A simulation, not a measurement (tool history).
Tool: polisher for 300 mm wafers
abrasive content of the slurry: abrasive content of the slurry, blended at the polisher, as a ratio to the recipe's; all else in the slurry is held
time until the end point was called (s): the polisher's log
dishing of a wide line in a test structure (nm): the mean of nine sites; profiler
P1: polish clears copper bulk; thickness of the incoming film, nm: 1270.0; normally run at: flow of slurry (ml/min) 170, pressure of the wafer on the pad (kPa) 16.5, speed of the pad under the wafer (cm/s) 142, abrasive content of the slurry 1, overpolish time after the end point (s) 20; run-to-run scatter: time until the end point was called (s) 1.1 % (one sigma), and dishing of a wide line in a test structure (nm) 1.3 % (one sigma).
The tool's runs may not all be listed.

run,hour,flow of slurry (ml/min),pressure of the wafer on the pad (kPa),speed of the pad under the wafer (cm/s),abrasive content of the slurry,overpolish time after the end point (s),wafers polished on this pad,hours since the slurry nozzle was cleaned,hours since the head pressure was calibrated,hours since the slurry blender was calibrated,time until the end point was called (s),dishing of a wide line in a test structure (nm)
1,9,170,16.5,142,1,20,558,171.5,574.6,311,101.8,100.39
2,17.6,110,16.5,184,1,20,626,180.1,583.2,319.6,84.878,111.61
3,31.6,170,25.5,142,1,20,736,194.1,597.2,333.6,65.141,127.14
4,41.8,170,16.5,142,1,20,817,204.3,607.4,343.8,101.79,100.99
5,52.4,100,16.5,142,1,20,901,214.9,618,354.4,111.45,96.348
6,64.6,170,16.5,142,1,6,997,227.1,630.2,366.6,102.16,46.811
7,72.3,170,16.5,142,1,20,1058,234.8,637.9,374.3,102.06,100.11
8,79.1,170,16.5,76,1,20,1112,241.6,644.7,381.1,184.59,71.433
9,90.3,170,16.5,142,1.35,20,1201,252.8,655.9,392.3,94.165,103.81
10,101.5,170,16.5,208,1,20,1289,264,667.1,403.5,68.72,117.83
11,111.5,255,16.5,142,1,20,1368,274,677.1,413.5,96.49,101.6
12,119.9,170,16.5,142,0.6,20,1435,282.4,685.5,421.9,114.49,97.436
13,133.2,170,16.5,142,1,34,1540,295.7,698.8,435.2,101.02,119.63
14,144.5,170,16.5,142,1,20,1629,307,710.1,446.5,100.97,102.42
15,155.2,170,9.7,142,1,20,1714,317.7,720.8,457.2,172.72,69.596
16,169.5,170,16.5,142,1,20,1827,332,735.1,471.5,101.83,102.13

The next listed run, before its measurement:
17,177.1,170,16.5,142,1,20,1887,339.6,742.7,479.1,?,?

{"run 17": {"time until the end point was called (s)": 103.03, "dishing of a wide line in a test structure (nm)": 99.796}}
